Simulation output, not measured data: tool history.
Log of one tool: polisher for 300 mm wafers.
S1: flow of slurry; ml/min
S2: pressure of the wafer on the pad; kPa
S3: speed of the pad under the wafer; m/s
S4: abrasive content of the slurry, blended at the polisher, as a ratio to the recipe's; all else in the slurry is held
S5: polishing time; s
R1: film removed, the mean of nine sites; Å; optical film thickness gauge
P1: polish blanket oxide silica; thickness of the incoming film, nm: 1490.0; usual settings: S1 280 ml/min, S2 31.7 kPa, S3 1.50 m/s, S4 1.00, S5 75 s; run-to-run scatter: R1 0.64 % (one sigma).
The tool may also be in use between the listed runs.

run,hour,S1,S2,S3,S4,S5,R1
1,4.0,280,31.7,1.50,1.00,75,3420.1
2,7.0,170,31.7,1.50,1.00,75,3184.6
3,10.5,280,31.7,0.90,1.00,75,2255.9
4,15.0,280,31.7,1.50,1.00,34,1530.1
5,18.2,280,31.7,1.50,1.00,102,4611.1
6,22.1,280,31.7,1.50,1.25,75,3732.2
7,24.6,280,31.7,1.50,1.00,75,3395.1
8,28.3,280,16.5,1.50,1.00,75,1776.0
9,32.8,280,31.7,1.50,0.55,75,2492.8
# hour 34.6: conditioning disc replaced and pad reconditioned
10,35.4,280,31.7,1.50,1.00,75,3399.4
11,39.6,415,31.7,1.50,1.00,75,3505.6
12,43.3,280,31.7,2.24,1.00,75,4687.1
13,47.4,280,31.7,1.50,1.00,75,3429.9
14,50.1,280,50.3,1.50,1.00,75,5439.1

Forecast run 15:
15,53.4,280,31.7,0.98,1.35,75,?

{"run 15": {"R1": 2768.8}}
